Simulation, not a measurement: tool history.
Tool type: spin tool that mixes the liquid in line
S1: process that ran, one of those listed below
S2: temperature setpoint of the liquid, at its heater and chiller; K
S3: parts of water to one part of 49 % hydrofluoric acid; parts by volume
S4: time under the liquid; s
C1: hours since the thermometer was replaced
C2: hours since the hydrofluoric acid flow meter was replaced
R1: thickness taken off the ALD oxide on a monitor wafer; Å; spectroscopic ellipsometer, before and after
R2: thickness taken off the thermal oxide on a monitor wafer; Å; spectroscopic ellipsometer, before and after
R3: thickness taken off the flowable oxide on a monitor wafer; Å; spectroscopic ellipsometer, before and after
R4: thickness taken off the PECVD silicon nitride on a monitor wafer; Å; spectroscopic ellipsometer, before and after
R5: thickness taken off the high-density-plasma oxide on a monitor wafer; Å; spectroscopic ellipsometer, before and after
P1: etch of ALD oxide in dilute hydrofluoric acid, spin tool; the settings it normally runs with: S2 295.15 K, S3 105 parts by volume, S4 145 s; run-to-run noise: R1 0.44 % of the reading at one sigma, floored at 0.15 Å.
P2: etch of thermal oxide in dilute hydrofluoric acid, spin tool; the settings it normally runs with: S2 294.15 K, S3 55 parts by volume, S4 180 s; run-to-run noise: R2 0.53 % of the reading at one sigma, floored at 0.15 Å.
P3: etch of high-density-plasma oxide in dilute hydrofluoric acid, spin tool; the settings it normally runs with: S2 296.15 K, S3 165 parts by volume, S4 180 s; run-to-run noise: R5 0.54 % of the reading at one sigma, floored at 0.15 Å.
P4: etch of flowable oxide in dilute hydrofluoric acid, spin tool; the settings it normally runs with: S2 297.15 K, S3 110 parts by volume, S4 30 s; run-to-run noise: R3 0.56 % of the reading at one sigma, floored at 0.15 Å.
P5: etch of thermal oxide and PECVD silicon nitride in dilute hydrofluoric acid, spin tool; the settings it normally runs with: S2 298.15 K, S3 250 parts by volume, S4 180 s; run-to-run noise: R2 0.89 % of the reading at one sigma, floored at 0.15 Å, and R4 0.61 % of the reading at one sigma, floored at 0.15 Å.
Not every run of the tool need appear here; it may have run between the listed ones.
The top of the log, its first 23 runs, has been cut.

run 24 hour=92.7 | S1=P4 S2=297.15 S3=110 S4=30 | C1=853.5 C2=650.3 | R3=134.53
run 25 hour=95.6 | S1=P1 S2=302.65 S3=105 S4=35 | C1=856.4 C2=653.2 | R1=93.169
run 26 hour=99.7 | S1=P2 S2=299.65 S3=55 S4=180 | C1=860.5 C2=657.3 | R2=182.53
run 27 hour=104.5 | S1=P4 S2=300.65 S3=110 S4=30 | C1=865.3 C2=662.1 | R3=152.51
run 28 hour=109.6 | S1=P5 S2=298.15 S3=250 S4=180 | C1=870.4 C2=667.2 | R2=31.205 R4=37.493
run 29 hour=114.2 | S1=P1 S2=295.15 S3=105 S4=145 | C1=875 C2=671.8 | R1=288.59
run 30 hour=118 | S1=P1 S2=295.15 S3=150 S4=145 | C1=878.8 C2=675.6 | R1=191.28
run 31 hour=122.4 | S1=P3 S2=302.15 S3=165 S4=180 | C1=883.2 C2=680 | R5=123.68
run 32 hour=125.1 | S1=P1 S2=295.15 S3=65 S4=145 | C1=885.9 C2=682.7 | R1=488.97
run 33 hour=127.9 | S1=P1 S2=295.15 S3=105 S4=145 | C1=888.7 C2=685.5 | R1=290.55
run 34 hour=133.9 | S1=P1 S2=295.15 S3=105 S4=145 | C1=894.7 C2=691.5 | R1=281.93
run 35 hour=138 | S1=P1 S2=295.15 S3=105 S4=145 | C1=898.8 C2=695.6 | R1=278.78

Run 36 has not been measured yet. What should we expect?
run 36 hour=142.7 | S1=P1 S2=295.15 S3=105 S4=145 | C1=903.5 C2=700.3 | R1=?

{"run 36": {"R1": 277.77}}

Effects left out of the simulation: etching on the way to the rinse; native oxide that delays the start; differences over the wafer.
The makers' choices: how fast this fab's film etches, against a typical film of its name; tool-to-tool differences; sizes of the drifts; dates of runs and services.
